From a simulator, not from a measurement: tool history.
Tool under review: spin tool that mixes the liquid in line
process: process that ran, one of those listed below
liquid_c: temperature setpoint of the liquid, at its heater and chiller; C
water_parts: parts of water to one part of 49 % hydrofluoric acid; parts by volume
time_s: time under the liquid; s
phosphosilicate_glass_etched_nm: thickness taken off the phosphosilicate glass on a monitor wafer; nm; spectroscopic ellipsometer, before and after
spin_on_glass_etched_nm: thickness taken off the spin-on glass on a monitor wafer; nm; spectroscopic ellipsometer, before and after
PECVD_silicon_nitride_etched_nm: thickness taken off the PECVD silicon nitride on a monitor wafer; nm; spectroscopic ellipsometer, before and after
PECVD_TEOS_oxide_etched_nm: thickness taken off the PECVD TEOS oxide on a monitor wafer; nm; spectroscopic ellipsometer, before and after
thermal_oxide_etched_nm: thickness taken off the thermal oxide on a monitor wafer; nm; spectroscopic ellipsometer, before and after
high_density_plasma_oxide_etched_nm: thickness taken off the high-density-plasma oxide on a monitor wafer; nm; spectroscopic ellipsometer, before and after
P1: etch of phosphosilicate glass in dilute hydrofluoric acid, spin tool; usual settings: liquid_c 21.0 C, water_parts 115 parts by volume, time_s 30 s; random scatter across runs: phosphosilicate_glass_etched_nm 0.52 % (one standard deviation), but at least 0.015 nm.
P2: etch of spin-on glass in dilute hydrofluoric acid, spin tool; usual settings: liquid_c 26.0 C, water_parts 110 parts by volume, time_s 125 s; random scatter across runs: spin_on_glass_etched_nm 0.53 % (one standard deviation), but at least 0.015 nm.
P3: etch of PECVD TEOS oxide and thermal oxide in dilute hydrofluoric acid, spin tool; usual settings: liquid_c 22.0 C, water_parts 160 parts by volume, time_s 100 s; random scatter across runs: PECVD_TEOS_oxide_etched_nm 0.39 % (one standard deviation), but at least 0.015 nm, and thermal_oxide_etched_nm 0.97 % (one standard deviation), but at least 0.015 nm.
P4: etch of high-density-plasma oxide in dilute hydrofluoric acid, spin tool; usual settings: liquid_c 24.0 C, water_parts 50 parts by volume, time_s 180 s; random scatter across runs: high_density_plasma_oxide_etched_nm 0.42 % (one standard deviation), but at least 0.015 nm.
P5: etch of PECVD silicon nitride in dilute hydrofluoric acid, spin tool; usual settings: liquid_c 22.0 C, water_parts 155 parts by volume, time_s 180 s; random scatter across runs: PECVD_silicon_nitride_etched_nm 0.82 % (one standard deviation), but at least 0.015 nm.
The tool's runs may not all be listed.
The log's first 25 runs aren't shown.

run,day,process,liquid_c,water_parts,time_s,phosphosilicate_glass_etched_nm,spin_on_glass_etched_nm,PECVD_silicon_nitride_etched_nm,PECVD_TEOS_oxide_etched_nm,thermal_oxide_etched_nm,high_density_plasma_oxide_etched_nm
26,4.696,P4,29.5,50,180,,,,,,32.0050
27,4.938,P2,32.5,110,125,,69.222,,,,
28,5.179,P1,21.0,180,30,12.2090,,,,,
29,5.388,P4,24.0,50,15,,,,,,2.1578
30,5.512,P5,22.0,155,180,,,2.7205,,,
31,5.788,P1,21.0,115,30,20.5030,,,,,
32,6.054,P1,21.0,115,30,20.7260,,,,,
33,6.296,P1,21.0,115,30,21.0800,,,,,
34,6.425,P1,21.0,115,30,21.2120,,,,,
35,6.642,P1,21.0,115,30,21.4000,,,,,
36,6.846,P1,21.0,115,30,21.2860,,,,,
37,7.054,P1,21.0,115,30,21.5860,,,,,
38,7.200,P1,21.0,115,30,21.6580,,,,,
39,7.467,P1,21.0,115,30,21.5130,,,,,

Predict the results of run 40:
40,7.679,P1,21.0,115,30,?,,,,,

For run 40 the tool returned phosphosilicate_glass_etched_nm 21.6070 nm.
